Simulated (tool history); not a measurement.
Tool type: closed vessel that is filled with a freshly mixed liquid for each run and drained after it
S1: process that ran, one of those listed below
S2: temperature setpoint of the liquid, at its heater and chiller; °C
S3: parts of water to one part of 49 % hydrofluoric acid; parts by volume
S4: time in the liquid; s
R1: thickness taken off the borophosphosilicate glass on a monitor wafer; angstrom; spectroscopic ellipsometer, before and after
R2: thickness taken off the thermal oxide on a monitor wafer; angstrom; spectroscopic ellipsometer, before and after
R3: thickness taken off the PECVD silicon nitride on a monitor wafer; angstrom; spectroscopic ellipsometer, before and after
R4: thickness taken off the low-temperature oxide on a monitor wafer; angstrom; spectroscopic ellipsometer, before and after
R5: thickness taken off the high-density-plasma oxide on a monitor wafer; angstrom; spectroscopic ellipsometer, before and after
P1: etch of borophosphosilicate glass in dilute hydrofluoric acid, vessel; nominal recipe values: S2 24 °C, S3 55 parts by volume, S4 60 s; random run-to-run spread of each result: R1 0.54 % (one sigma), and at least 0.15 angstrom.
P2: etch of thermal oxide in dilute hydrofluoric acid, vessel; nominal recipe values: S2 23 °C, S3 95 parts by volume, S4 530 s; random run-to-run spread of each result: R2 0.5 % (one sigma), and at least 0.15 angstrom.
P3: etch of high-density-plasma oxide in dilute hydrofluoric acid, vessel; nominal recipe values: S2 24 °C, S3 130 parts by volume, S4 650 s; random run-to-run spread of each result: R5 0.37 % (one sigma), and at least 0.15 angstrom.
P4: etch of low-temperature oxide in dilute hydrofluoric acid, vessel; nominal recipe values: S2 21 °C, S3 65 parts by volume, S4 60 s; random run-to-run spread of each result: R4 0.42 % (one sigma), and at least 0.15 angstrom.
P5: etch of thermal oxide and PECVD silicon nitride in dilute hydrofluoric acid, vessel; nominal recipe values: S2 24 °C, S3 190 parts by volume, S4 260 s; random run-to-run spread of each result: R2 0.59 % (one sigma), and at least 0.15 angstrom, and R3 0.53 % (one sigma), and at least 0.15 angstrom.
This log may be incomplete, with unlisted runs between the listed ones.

run   hour  S1    S2   S3    S4      R1      R2      R3      R4      R5
  1    8.5  P1    24   55    60  923.97
  2   26.9  P1    24   55    60  925.61
  3   41.6  P5    24  190    30          6.5791  9.2108
  4   58.3  P4    21  100    60                          129.38
  5     72  P1    20   55    35  456.55
  6   83.8  P3    24  130  1000                                  388.01
  7   96.6  P2    18   95   530          217.09
  8  111.6  P1    24   55    60   922.9
  9  121.3  P5    24  325   260          28.146  46.712
 10  130.6  P2    23  175   530          132.29
 11  145.3  P1  27.5   55    60  1059.8
 12  162.3  P4  27.5   65    60                          270.49
 13  177.7  P1    24   20   105  4646.7
     191.9  -- thermometer replaced
 14  194.1  P1    24   30    60  1734.6
 15  203.6  P1    20   55    60   774.4
 16    221  P5    24  190   260          55.288   80.47
 17  232.2  P1    24   55    30  460.71
 18  249.8  P4    21   65    30                          103.15
 19  267.5  P4    21   65    60                          208.01
 20  277.2  P2    23   95   280           141.1
 21  294.6  P1    24   55    60  923.84
 22  306.3  P2    23   95   530           268.4
 23    320  P3    24  205   650                                  146.63
 24    332  P3    24  130   650                                  251.43
 25  340.9  P1    24   90    60  537.52
 26  356.6  P5    28  190   260           63.94  102.88
 27  366.9  P3    32  130   650                                  338.19
 28  384.5  P4    21   65    60                          206.37
 29  400.7  P1    24   55    60  919.06
 30    413  P1    24   55    90  1383.1
 31  423.6  P1    30   95    60  638.45
 32  438.9  P1    24   55    60  920.67
 33  448.5  P1    24   55    60  946.12
 34  462.9  P1    24   55    60  961.53

Forecast run 35:
 35   474  P1  24  55  60   ?

Run 35 measured R1 972.38 angstrom.
